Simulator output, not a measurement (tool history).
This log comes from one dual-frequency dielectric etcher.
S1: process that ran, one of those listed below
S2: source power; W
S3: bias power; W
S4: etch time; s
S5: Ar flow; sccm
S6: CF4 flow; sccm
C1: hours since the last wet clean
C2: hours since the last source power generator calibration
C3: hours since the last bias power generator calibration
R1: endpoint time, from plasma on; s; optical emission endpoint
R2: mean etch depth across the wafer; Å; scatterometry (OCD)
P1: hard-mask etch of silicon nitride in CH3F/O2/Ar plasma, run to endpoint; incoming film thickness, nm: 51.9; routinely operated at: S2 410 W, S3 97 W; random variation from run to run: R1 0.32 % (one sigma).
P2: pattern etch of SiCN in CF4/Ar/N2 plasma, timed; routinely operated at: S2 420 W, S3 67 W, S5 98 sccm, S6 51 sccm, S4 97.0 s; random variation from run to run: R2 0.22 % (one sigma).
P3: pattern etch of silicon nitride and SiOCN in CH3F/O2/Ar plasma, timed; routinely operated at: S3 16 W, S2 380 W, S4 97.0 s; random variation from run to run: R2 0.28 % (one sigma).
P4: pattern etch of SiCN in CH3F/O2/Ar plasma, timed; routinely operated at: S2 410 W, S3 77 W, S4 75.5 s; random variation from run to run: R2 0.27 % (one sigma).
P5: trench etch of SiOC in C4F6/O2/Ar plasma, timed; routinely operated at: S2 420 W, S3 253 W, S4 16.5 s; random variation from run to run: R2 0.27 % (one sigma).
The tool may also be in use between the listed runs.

run,day,S1,S2,S3,S4,S5,S6,C1,C2,C3,R1,R2
1,0.321,P1,410,97,,,,178.5,2187.1,1163.8,66.585,
2,0.908,P5,420,253,16.5,,,192.6,2201.2,1177.9,,378.22
3,1.521,P1,410,97,,,,207.3,2215.9,1192.6,66.308,
4,1.933,P1,410,130,,,,217.2,2225.8,1202.5,59.692,
5,2.350,P5,500,253,16.5,,,227.2,2235.8,1212.5,,403.87
6,2.788,P4,410,77,104.5,,,237.7,2246.3,1223.0,,404.79
7,3.262,P2,260,67,97.0,98,51,249.1,2257.7,1234.4,,474.07
8,3.862,P3,380,16,97.0,,,263.5,2272.1,1248.8,,109.16
9,4.354,P2,420,67,140.0,98,51,275.3,2283.9,1260.6,,1038.90
10,4.654,P2,420,89,97.0,98,51,282.5,2291.1,1267.8,,799.46
11,5.112,P3,520,16,97.0,,,293.5,2302.1,1278.8,,122.48
12,5.488,P1,410,97,,,,302.5,2311.1,1287.8,65.865,
13,5.942,P2,420,67,97.0,98,32,313.4,2322.0,1298.7,,663.03
14,6.592,P1,410,97,,,,329.0,2337.6,1314.3,66.350,
15,6.896,P5,420,253,22.5,,,336.3,2344.9,1321.6,,515.41
16,7.283,P1,410,97,,,,345.6,2354.2,1330.9,66.305,
17,7.621,P1,550,66,,,,353.7,2362.3,1339.0,67.798,
18,7.921,P3,380,10,97.0,,,360.9,2369.5,1346.2,,91.24
19,8.325,P3,380,16,141.0,,,370.6,2379.2,1355.9,,158.88
20,8.925,P3,380,16,97.0,,,385.0,2393.6,1370.3,,109.27
21,9.283,P1,520,97,,,,393.6,2402.2,1378.9,60.457,
# day 9.496: source power generator calibrated
22,9.733,P1,290,97,,,,404.4,5.7,1389.7,75.364,
23,10.292,P4,520,77,75.5,,,417.8,19.1,1403.1,,320.35
24,10.917,P5,420,171,16.5,,,432.8,34.1,1418.1,,332.83
25,11.312,P2,420,67,97.0,98,51,442.3,43.6,1427.6,,719.40
26,11.671,P4,410,77,75.5,,,450.9,52.2,1436.2,,292.07
27,12.171,P2,420,67,97.0,125,51,462.9,64.2,1448.2,,689.49
28,12.475,P4,410,58,75.5,,,470.2,71.5,1455.5,,264.59
29,13.008,P1,410,72,,,,483.0,84.3,1468.3,73.909,
30,13.650,P1,410,97,,,,498.4,99.7,1483.7,66.412,
31,14.204,P1,410,97,,,,511.7,113.0,1497.0,66.839,
32,14.646,P1,410,97,,,,522.3,123.6,1507.6,67.205,
# day 14.992: wet clean of the chamber
33,15.067,P1,410,97,,,,1.8,133.7,1517.7,67.293,
34,15.688,P1,410,97,,,,16.7,148.6,1532.6,67.809,
35,16.046,P1,410,97,,,,25.3,157.2,1541.2,67.556,
36,16.588,P1,410,97,,,,38.3,170.2,1554.2,66.990,
37,16.971,P1,410,97,,,,47.5,179.4,1563.4,67.548,
38,17.425,P1,410,97,,,,58.4,190.3,1574.3,67.398,

What P1 gives has crept away from where it was. These 2 causes fit the log equally well, each at the size given:
A: bias power that arrives under what is set, % = 4.32
B: source power that arrives under what is set, % = 4.2
At approximately day 13.650, the process output began to creep.
Each remaining cause and why it is not a fit:
chamber walls in a state that lowers the etch rate, %: was serviced at day 14.992, once the creep was under way, yet the earlier output never came back

Each of the 4 check runs below uses one wafer; its results are left as question marks. Which run tells the causes apart?
check 1,17.879,P5,420,199,21.5,,,,,,,?
check 2,17.879,P3,450,16,97.0,,,,,,,?
check 3,17.879,P4,410,65,101.5,,,,,,,?
check 4,17.879,P2,280,67,97.0,98,41,,,,,?

What each check would give under each cause:
check,result,if A,if B
check 1,R2,448.90,447.80
check 2,R2,113.98,114.27
check 3,R2,365.63,365.23
check 4,R2,480.04,470.38
Gap, in per cent, between the two causes that each check separates least, read from the result that separates them most: check 1 0.24 %; check 2 0.25 %; check 3 0.11 %; check 4 2.03 %
The other checks would show nearly matching results whichever cause is true, so check 4 is the only one that separates the causes.

Check 4 has now been run. It gave: R2 478.65 Å. Which of the candidate causes is it?

The cause is A: bias power that arrives under what is set, %.

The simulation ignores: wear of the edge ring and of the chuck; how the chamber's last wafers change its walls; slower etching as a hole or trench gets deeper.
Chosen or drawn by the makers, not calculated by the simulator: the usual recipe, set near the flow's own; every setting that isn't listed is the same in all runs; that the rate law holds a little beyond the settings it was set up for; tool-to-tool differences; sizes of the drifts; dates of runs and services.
